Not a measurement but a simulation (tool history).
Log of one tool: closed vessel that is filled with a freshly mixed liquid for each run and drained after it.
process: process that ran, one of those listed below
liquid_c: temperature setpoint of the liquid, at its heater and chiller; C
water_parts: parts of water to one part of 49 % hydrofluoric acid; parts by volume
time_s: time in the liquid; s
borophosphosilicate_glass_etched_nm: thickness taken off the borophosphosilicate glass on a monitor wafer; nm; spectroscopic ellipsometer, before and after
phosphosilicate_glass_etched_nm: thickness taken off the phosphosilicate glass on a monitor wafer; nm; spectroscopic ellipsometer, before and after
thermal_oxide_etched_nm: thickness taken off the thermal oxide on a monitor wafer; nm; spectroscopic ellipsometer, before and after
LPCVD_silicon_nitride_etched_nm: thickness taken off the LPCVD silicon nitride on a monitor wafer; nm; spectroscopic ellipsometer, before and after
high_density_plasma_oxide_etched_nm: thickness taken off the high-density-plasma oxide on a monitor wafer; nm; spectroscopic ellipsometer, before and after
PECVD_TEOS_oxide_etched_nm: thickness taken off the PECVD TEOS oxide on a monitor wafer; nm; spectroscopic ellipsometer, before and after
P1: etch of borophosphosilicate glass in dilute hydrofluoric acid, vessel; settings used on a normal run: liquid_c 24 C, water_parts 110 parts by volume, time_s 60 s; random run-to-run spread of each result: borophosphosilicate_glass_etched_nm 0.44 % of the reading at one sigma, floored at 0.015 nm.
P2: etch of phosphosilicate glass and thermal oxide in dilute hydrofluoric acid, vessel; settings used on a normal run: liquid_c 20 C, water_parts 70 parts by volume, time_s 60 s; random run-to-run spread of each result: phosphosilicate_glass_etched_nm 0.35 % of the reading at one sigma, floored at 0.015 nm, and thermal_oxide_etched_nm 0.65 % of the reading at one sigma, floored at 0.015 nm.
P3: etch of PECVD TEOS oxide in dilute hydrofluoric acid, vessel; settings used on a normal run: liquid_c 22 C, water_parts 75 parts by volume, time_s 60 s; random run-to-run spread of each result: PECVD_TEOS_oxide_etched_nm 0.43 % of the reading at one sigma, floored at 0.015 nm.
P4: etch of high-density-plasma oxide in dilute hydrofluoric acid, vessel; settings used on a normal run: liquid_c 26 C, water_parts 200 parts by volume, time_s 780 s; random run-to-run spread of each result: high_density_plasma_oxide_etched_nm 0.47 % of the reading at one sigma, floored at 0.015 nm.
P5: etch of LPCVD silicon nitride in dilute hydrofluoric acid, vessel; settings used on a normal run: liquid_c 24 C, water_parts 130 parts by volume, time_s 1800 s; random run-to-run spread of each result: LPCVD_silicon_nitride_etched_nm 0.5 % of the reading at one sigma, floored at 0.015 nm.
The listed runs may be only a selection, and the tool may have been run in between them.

run,hour,process,liquid_c,water_parts,time_s,hours since the thermometer was replaced,hours since the hydrofluoric acid flow meter was replaced,borophosphosilicate_glass_etched_nm,phosphosilicate_glass_etched_nm,thermal_oxide_etched_nm,LPCVD_silicon_nitride_etched_nm,high_density_plasma_oxide_etched_nm,PECVD_TEOS_oxide_etched_nm
1,16,P1,24,110,60,1455.9,523.7,16.295,,,,,
2,34.7,P1,24,150,100,1474.6,542.4,19.069,,,,,
3,52.8,P1,31,110,60,1492.7,560.5,21.289,,,,,
4,63.2,P1,24,160,60,1503.1,570.9,10.533,,,,,
5,71.8,P1,24,30,60,1511.7,579.5,66.377,,,,,
6,80,P2,20,70,60,1519.9,587.7,,128.18,3.5646,,,
7,94.5,P5,24,50,1800,1534.4,602.2,,,,16.193,,
8,103.8,P4,26,90,780,1543.7,611.5,,,,,47.027,
9,112.1,P5,24,130,3065,1552,619.8,,,,10.775,,
10,128.8,P2,20,70,30,1568.7,636.5,,64.261,1.7658,,,
11,139,P1,24,110,60,1578.9,646.7,16.265,,,,,
12,155.9,P4,26,200,1545,1595.8,663.6,,,,,36.823,
13,173.9,P1,24,110,30,1613.8,681.6,8.1927,,,,,
14,190.9,P3,22,75,100,1630.8,698.6,,,,,,16.176
15,208.5,P1,24,110,60,1648.4,716.2,16.342,,,,,
16,221.1,P1,24,110,115,1661,728.8,31.422,,,,,
17,238,P4,26,200,780,1677.9,745.7,,,,,18.539,
18,253.7,P1,20,110,60,1693.6,761.4,13.933,,,,,
19,266.2,P5,32,130,1800,1706.1,773.9,,,,10.552,,
20,278.6,P1,24,110,60,1718.5,786.3,16.324,,,,,
21,293.7,P1,24,110,60,1733.6,801.4,16.317,,,,,
22,310.8,P4,34,200,780,1750.7,818.5,,,,,24.438,
23,321.5,P1,24,110,60,1761.4,829.2,16.36,,,,,
24,334.1,P2,20,125,60,1774,841.8,,67.262,1.8602,,,
25,347.9,P1,24,60,105,1787.8,855.6,56.211,,,,,
26,362.8,P3,22,75,60,1802.7,870.5,,,,,,9.6815
27,375.8,P3,22,40,60,1815.7,883.5,,,,,,19.001
28,384.4,P3,17,75,60,1824.3,892.1,,,,,,7.84
29,401.1,P2,20,70,60,1841,908.8,,127.24,3.4898,,,
30,411.6,P5,24,130,1800,1851.5,919.3,,,,6.3808,,
31,427.9,P2,28,70,60,1867.8,935.6,,176.07,4.8641,,,
32,437.6,P1,24,110,60,1877.5,945.3,16.383,,,,,
33,447.9,P1,24,110,60,1887.8,955.6,16.087,,,,,
34,456.5,P1,24,110,60,1896.4,964.2,15.717,,,,,
35,470.3,P1,24,110,60,1910.2,978,15.632,,,,,
36,482.3,P1,24,110,60,1922.2,990,15.411,,,,,
37,495.3,P1,24,110,60,1935.2,1003,15.443,,,,,
38,507.3,P1,24,110,60,1947.2,1015,15.252,,,,,
39,522.7,P1,24,110,60,1962.6,1030.4,15.218,,,,,
40,540.4,P1,24,110,60,1980.3,1048.1,15.041,,,,,
41,558.8,P1,24,110,60,1998.7,1066.5,15.175,,,,,

P1 has crept away from where it was. The log is fitted equally well by each of these 2 causes, at the sizes shown:
A: hydrofluoric acid flow below the setpoint (%) = 6.54
B: liquid colder than its thermometer reads (K) = 1.94
The drift started at roughly hour 437.6.

4 check runs are offered, one wafer each, their results left as question marks. Which one tells the causes apart?
check 1,577.2,P2,26,70,30,,,,?,?,,,
check 2,577.2,P4,26,120,1280,,,,,,,?,
check 3,577.2,P5,24,130,2500,,,,,,?,,
check 4,577.2,P3,18,75,60,,,,,,,,?

What every check run would give for each of its results, assuming each possible cause in turn:
check,result,if A,if B
check 1,phosphosilicate_glass_etched_nm,75.719,75.441
check 1,thermal_oxide_etched_nm,2.0769,2.0693
check 2,high_density_plasma_oxide_etched_nm,51.755,51.914
check 3,LPCVD_silicon_nitride_etched_nm,8.2835,7.7984
check 4,PECVD_TEOS_oxide_etched_nm,7.6013,7.5286
Per check, the gap between the least separated pair of causes, taken in the result that splits them most: check 1 0.37 %; check 2 0.31 %; check 3 6.03 %; check 4 0.96 %
Only in check 3 would the causes give clearly different results; in the remaining checks their results would be nearly the same.

Then check 3 was run and gave: LPCVD_silicon_nitride_etched_nm 7.7917 nm. Which cause is it?

It is B: liquid colder than its thermometer reads (K).
